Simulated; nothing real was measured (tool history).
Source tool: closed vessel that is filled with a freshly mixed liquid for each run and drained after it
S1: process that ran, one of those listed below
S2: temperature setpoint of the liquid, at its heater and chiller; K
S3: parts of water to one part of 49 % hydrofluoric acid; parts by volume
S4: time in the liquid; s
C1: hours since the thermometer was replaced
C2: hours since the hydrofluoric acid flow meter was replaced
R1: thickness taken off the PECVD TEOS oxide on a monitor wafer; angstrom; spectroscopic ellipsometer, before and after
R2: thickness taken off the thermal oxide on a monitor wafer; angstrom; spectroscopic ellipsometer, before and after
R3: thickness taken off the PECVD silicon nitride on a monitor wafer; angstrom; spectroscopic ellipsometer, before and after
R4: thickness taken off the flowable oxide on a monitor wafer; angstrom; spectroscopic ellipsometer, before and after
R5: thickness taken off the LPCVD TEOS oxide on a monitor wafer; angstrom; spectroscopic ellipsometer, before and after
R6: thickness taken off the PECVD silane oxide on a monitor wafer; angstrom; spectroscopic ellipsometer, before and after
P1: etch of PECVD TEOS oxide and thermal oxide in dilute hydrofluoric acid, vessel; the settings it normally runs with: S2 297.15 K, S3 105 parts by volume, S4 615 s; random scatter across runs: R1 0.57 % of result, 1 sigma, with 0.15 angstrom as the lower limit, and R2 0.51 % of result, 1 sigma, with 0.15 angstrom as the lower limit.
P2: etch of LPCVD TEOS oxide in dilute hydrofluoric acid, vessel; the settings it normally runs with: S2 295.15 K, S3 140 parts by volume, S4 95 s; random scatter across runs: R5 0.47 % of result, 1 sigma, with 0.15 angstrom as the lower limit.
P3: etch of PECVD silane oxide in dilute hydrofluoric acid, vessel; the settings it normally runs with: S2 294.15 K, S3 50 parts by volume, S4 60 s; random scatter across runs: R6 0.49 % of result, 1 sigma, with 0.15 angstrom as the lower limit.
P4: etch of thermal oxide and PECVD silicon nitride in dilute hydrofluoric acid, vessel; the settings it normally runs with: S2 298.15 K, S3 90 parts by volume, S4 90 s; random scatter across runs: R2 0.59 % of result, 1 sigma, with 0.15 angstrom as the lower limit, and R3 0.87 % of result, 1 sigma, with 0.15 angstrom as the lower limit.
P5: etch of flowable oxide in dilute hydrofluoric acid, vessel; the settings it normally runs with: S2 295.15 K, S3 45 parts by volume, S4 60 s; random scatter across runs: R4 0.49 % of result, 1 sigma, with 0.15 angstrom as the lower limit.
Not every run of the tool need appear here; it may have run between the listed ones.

| run | hour | S1 | S2 | S3 | S4 | C1 | C2 | R1 | R2 | R3 | R4 | R5 | R6 |
|---|---|---|---|---|---|---|---|---|---|---|---|---|---|
| 1 | 16.5 | P1 | 297.15 | 105 | 615 | 218.1 | 725 | 534.03 | 281.22 |  |  |  |  |
| 2 | 30.1 | P1 | 297.15 | 105 | 615 | 231.7 | 738.6 | 531.16 | 282.53 |  |  |  |  |
| 3 | 44.1 | P4 | 292.15 | 90 | 90 | 245.7 | 752.6 |  | 40.171 | 17.685 |  |  |  |
| 4 | 58.3 | P1 | 297.15 | 105 | 615 | 259.9 | 766.8 | 529.92 | 284.73 |  |  |  |  |
| 5 | 72.4 | P5 | 302.65 | 45 | 60 | 274 | 780.9 |  |  |  | 445.35 |  |  |
| 6 | 83.5 | P4 | 298.15 | 90 | 90 | 285.1 | 792 |  | 50.63 | 26.082 |  |  |  |
| 7 | 98.6 | P1 | 297.15 | 105 | 615 | 300.2 | 807.1 | 533.2 | 283.3 |  |  |  |  |
| 8 | 108.1 | P2 | 295.15 | 205 | 95 | 309.7 | 816.6 |  |  |  |  | 129.21 |  |
| 9 | 120.7 | P4 | 298.15 | 20 | 90 | 322.3 | 829.2 |  | 252.79 | 115.07 |  |  |  |
| 10 | 133.1 | P1 | 297.15 | 105 | 1225 | 334.7 | 841.6 | 1061.6 | 565.03 |  |  |  |  |
| 11 | 146.8 | P2 | 295.15 | 140 | 95 | 348.4 | 855.3 |  |  |  |  | 200.82 |  |
| 12 | 164.9 | P4 | 298.15 | 90 | 30 | 366.5 | 873.4 |  | 17.075 | 8.5499 |  |  |  |
| 13 | 179.3 | P1 | 297.15 | 105 | 615 | 380.9 | 887.8 | 531.93 | 279.31 |  |  |  |  |
| 14 | 189.1 | P2 | 295.15 | 140 | 95 | 390.7 | 897.6 |  |  |  |  | 201.43 |  |
| 15 | 205.6 | P1 | 297.15 | 105 | 40 | 407.2 | 914.1 | 34.506 | 18.663 |  |  |  |  |
| 16 | 215 | P3 | 300.15 | 50 | 60 | 416.6 | 923.5 |  |  |  |  |  | 357.82 |
| 17 | 225.9 | P5 | 295.15 | 20 | 60 | 427.5 | 934.4 |  |  |  | 762.22 |  |  |
| 18 | 240.5 | P1 | 290.15 | 105 | 615 | 442.1 | 949 | 407.17 | 210.85 |  |  |  |  |
|  | 241.4 | thermometer replaced |
| 19 | 249.8 | P3 | 294.15 | 25 | 60 | 8.5 | 958.3 |  |  |  |  |  | 574.3 |
| 20 | 259 | P1 | 303.65 | 105 | 615 | 17.7 | 967.5 | 680.88 | 359.68 |  |  |  |  |
| 21 | 273.1 | P2 | 290.15 | 140 | 95 | 31.8 | 981.6 |  |  |  |  | 164.87 |  |
| 22 | 285.5 | P5 | 295.15 | 45 | 60 | 44.2 | 994 |  |  |  | 325.43 |  |  |
| 23 | 293.9 | P4 | 298.15 | 90 | 90 | 52.6 | 1002.4 |  | 51.12 | 26.153 |  |  |  |
| 24 | 302.1 | P1 | 297.15 | 40 | 615 | 60.8 | 1010.6 | 1516.4 | 803.29 |  |  |  |  |
| 25 | 312.6 | P3 | 294.15 | 50 | 60 | 71.3 | 1021.1 |  |  |  |  |  | 275.4 |
| 26 | 321.5 | P5 | 295.15 | 45 | 30 | 80.2 | 1030 |  |  |  | 162.88 |  |  |
| 27 | 333 | P1 | 297.15 | 105 | 615 | 91.7 | 1041.5 | 535.39 | 281.85 |  |  |  |  |
| 28 | 341.9 | P2 | 295.15 | 140 | 30 | 100.6 | 1050.4 |  |  |  |  | 62.999 |  |
| 29 | 350.7 | P1 | 297.15 | 105 | 615 | 109.4 | 1059.2 | 533.61 | 283.12 |  |  |  |  |
| 30 | 365.1 | P3 | 294.15 | 50 | 30 | 123.8 | 1073.6 |  |  |  |  |  | 138.48 |
| 31 | 379.1 | P1 | 297.15 | 160 | 965 | 137.8 | 1087.6 | 509.95 | 272.39 |  |  |  |  |

Estimate the outcome of run 32 from the log above:
| 32 | 391.4 | P1 | 297.15 | 160 | 615 | 150.1 | 1099.9 | ? | ? |  |  |  |  |

R1: 330.13 angstrom
R2: 172.29 angstrom
